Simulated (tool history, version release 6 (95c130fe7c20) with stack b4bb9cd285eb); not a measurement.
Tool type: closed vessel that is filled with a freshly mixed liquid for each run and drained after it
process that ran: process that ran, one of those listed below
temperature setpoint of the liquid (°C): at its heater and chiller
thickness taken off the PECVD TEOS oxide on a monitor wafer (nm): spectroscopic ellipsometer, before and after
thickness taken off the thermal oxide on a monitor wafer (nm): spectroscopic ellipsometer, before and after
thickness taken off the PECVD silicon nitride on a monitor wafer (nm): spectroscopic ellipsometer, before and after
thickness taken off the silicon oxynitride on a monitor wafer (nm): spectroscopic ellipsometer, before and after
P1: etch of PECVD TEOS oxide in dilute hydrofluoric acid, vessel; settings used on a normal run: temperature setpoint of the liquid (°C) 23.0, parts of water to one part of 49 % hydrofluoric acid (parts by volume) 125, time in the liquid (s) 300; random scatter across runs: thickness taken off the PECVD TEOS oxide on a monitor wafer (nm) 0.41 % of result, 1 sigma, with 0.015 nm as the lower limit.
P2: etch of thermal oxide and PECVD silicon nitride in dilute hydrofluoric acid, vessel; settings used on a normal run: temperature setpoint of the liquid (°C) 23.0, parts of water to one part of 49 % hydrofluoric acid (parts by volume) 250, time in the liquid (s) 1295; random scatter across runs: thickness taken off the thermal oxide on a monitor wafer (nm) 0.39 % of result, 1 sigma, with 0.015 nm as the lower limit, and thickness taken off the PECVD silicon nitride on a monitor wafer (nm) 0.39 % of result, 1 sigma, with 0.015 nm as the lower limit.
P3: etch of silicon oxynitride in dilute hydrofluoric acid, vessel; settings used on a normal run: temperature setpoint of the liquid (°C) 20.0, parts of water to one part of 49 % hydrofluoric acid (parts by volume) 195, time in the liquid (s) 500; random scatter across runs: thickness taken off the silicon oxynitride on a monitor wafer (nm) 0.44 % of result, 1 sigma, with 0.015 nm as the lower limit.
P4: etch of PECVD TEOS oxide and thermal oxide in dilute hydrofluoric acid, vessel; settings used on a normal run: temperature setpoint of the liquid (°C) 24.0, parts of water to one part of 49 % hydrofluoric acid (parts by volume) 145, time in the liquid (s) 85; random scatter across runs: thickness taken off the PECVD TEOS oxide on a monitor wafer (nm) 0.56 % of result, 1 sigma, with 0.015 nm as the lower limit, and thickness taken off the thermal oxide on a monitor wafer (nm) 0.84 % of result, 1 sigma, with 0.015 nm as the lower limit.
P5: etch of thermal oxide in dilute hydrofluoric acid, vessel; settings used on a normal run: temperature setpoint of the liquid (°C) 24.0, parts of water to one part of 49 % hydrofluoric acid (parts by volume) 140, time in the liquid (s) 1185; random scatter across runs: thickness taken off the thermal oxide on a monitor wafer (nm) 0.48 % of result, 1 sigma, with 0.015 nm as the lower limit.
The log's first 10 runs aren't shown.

run,hour,process that ran,temperature setpoint of the liquid (°C),parts of water to one part of 49 % hydrofluoric acid (parts by volume),time in the liquid (s),hours since the thermometer was replaced,hours since the hydrofluoric acid flow meter was replaced,thickness taken off the PECVD TEOS oxide on a monitor wafer (nm),thickness taken off the thermal oxide on a monitor wafer (nm),thickness taken off the PECVD silicon nitride on a monitor wafer (nm),thickness taken off the silicon oxynitride on a monitor wafer (nm)
11,133.9,P1,23.0,125,580,1130.2,1844.7,39.2640,,,
12,149.8,P3,20.0,195,930,1146.1,1860.6,,,,14.1570
13,160.0,P4,24.0,145,30,1156.3,1870.8,2.7983,0.91525,,
14,175.6,P2,23.0,70,1295,1171.9,1886.4,,85.91800,68.571,
15,183.1,P1,27.0,190,300,1179.4,1893.9,14.2730,,,
16,194.1,P1,23.0,170,300,1190.4,1904.9,14.1950,,,
17,202.3,P1,23.0,50,300,1198.6,1913.1,55.4040,,,
18,214.5,P2,17.0,250,1295,1210.8,1925.3,,15.79200,13.326,
19,225.5,P4,24.0,255,85,1221.8,1936.3,4.0560,1.31760,,
20,234.9,P1,23.0,125,300,1231.2,1945.7,20.2940,,,
21,247.2,P5,24.0,140,1185,1243.5,1958.0,,37.04300,,
22,261.7,P1,23.0,85,165,1258.0,1972.5,17.2210,,,

For run 23, what comes out?
23,274.4,P3,20.0,195,500,1270.7,1985.2,,,,?

thickness taken off the silicon oxynitride on a monitor wafer (nm): 7.5593
